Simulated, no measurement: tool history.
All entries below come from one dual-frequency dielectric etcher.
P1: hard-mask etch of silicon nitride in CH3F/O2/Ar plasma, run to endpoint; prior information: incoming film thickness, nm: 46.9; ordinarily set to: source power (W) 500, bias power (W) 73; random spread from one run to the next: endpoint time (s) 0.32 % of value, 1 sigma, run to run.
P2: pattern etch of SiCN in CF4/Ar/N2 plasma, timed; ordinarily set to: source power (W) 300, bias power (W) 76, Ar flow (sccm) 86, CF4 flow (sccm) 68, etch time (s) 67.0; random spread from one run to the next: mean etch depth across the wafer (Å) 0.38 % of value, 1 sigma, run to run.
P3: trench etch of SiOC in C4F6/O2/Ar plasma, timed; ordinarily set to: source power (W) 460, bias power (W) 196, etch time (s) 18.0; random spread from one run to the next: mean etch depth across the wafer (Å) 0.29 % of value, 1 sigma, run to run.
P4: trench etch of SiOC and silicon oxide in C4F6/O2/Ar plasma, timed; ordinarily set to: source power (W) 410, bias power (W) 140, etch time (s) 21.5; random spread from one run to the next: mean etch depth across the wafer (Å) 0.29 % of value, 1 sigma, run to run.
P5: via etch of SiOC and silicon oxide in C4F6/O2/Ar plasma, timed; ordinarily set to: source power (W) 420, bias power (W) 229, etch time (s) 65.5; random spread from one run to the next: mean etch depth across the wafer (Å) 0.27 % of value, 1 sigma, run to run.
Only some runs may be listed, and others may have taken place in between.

| run | day | process that ran | source power (W) | bias power (W) | etch time (s) | Ar flow (sccm) | CF4 flow (sccm) | endpoint time (s) | mean etch depth across the wafer (Å) |
|---|---|---|---|---|---|---|---|---|---|
| 1 | 0.362 | P1 | 500 | 73 |  |  |  | 63.403 |  |
| 2 | 0.946 | P1 | 500 | 73 |  |  |  | 63.567 |  |
| 3 | 1.542 | P4 | 410 | 140 | 27.5 |  |  |  | 508.29 |
| 4 | 1.962 | P5 | 420 | 325 | 65.5 |  |  |  | 934.07 |
| 5 | 2.262 | P1 | 500 | 73 |  |  |  | 63.690 |  |
| 6 | 2.850 | P2 | 300 | 46 | 67.0 | 86 | 68 |  | 345.25 |
| 7 | 3.412 | P1 | 580 | 45 |  |  |  | 70.122 |  |
|  | 3.675 | wet clean of the chamber |
| 8 | 3.812 | P3 | 460 | 196 | 23.5 |  |  |  | 522.01 |
| 9 | 4.150 | P4 | 410 | 140 | 21.5 |  |  |  | 399.04 |
| 10 | 4.588 | P1 | 500 | 73 |  |  |  | 63.887 |  |
| 11 | 5.171 | P2 | 300 | 76 | 67.0 | 86 | 52 |  | 393.54 |
| 12 | 5.750 | P5 | 420 | 229 | 65.5 |  |  |  | 823.21 |
| 13 | 6.025 | P1 | 590 | 73 |  |  |  | 59.639 |  |
|  | 6.346 | source power generator calibrated |
| 14 | 6.362 | P2 | 300 | 76 | 67.0 | 104 | 68 |  | 397.75 |
| 15 | 6.783 | P4 | 410 | 140 | 21.5 |  |  |  | 400.02 |
| 16 | 7.379 | P2 | 300 | 76 | 67.0 | 86 | 68 |  | 408.96 |
| 17 | 7.921 | P1 | 500 | 103 |  |  |  | 56.037 |  |
| 18 | 8.204 | P4 | 410 | 171 | 21.5 |  |  |  | 422.88 |
| 19 | 8.521 | P5 | 420 | 229 | 65.5 |  |  |  | 827.10 |
| 20 | 8.925 | P1 | 500 | 73 |  |  |  | 63.469 |  |
| 21 | 9.304 | P2 | 300 | 76 | 90.5 | 86 | 68 |  | 553.32 |
| 22 | 9.846 | P5 | 560 | 229 | 65.5 |  |  |  | 923.40 |
| 23 | 10.354 | P1 | 500 | 73 |  |  |  | 63.689 |  |
| 24 | 10.858 | P4 | 330 | 140 | 21.5 |  |  |  | 367.67 |
| 25 | 11.404 | P2 | 300 | 76 | 67.0 | 86 | 68 |  | 410.24 |
| 26 | 11.954 | P1 | 610 | 47 |  |  |  | 67.166 |  |
| 27 | 12.438 | P3 | 460 | 196 | 18.0 |  |  |  | 400.87 |
| 28 | 12.958 | P2 | 360 | 76 | 67.0 | 86 | 68 |  | 481.35 |
| 29 | 13.254 | P3 | 460 | 232 | 18.0 |  |  |  | 424.25 |
| 30 | 13.788 | P5 | 420 | 229 | 94.5 |  |  |  | 1188.40 |
| 31 | 14.217 | P1 | 500 | 73 |  |  |  | 63.440 |  |
| 32 | 14.479 | P1 | 500 | 54 |  |  |  | 70.335 |  |
| 33 | 15.021 | P1 | 360 | 93 |  |  |  | 65.907 |  |
| 34 | 15.571 | P1 | 370 | 73 |  |  |  | 71.149 |  |
| 35 | 16.050 | P3 | 660 | 196 | 18.0 |  |  |  | 459.98 |
| 36 | 16.583 | P1 | 500 | 73 |  |  |  | 63.411 |  |
| 37 | 17.104 | P1 | 500 | 73 |  |  |  | 63.767 |  |
| 38 | 17.629 | P1 | 500 | 73 |  |  |  | 63.978 |  |
| 39 | 18.192 | P1 | 500 | 73 |  |  |  | 64.369 |  |
|  | 18.621 | wet clean of the chamber |
| 40 | 18.654 | P1 | 500 | 73 |  |  |  | 64.580 |  |
| 41 | 19.221 | P1 | 500 | 73 |  |  |  | 64.432 |  |
| 42 | 19.783 | P1 | 500 | 73 |  |  |  | 64.524 |  |
| 43 | 20.058 | P1 | 500 | 73 |  |  |  | 64.434 |  |
| 44 | 20.325 | P1 | 500 | 73 |  |  |  | 64.308 |  |

The log shows P1 creeping away from where it was. Any of the 2 causes listed here, at the size stated for it, fits the log just as well as the others:
A: bias power that arrives under what is set, % = 4.62
B: source power that arrives under what is set, % = 4.08
The drift started at roughly day 16.583.
Each remaining cause and why it is not a fit:
chamber walls in a state that lowers the etch rate, %: maintenance at day 18.621, after the shift began, did not return the process to its former output

The list below offers 4 check runs, each averaging the results of 2 wafers, and shows each result as a question mark. For which of them would the listed causes give clearly different results?
| check 1 | 20.592 | P5 | 420 | 309 | 65.5 |  |  |  | ? |
| check 2 | 20.592 | P4 | 410 | 160 | 26.5 |  |  |  | ? |
| check 3 | 20.592 | P2 | 300 | 49 | 67.0 | 86 | 68 |  | ? |
| check 4 | 20.592 | P3 | 460 | 230 | 18.0 |  |  |  | ? |

Predicted outcomes, by check and by cause:
| check | result | if A | if B |
|---|---|---|---|
| check 1 | mean etch depth across the wafer (Å) | 899.20 | 900.15 |
| check 2 | mean etch depth across the wafer (Å) | 505.98 | 505.04 |
| check 3 | mean etch depth across the wafer (Å) | 346.86 | 339.40 |
| check 4 | mean etch depth across the wafer (Å) | 414.25 | 414.04 |
Minimum pairwise separation of causes per check, each pair taken at its best-separating result: check 1 0.11 %; check 2 0.19 %; check 3 2.18 %; check 4 0.05 %
The causes can be told apart only by check 3. The other checks would give nearly the same results under each of them.

The results of check 3 are: mean etch depth across the wafer (Å) 347.18. Based on these, which of the listed causes is it?

The correct cause is A, namely: bias power that arrives under what is set, %.
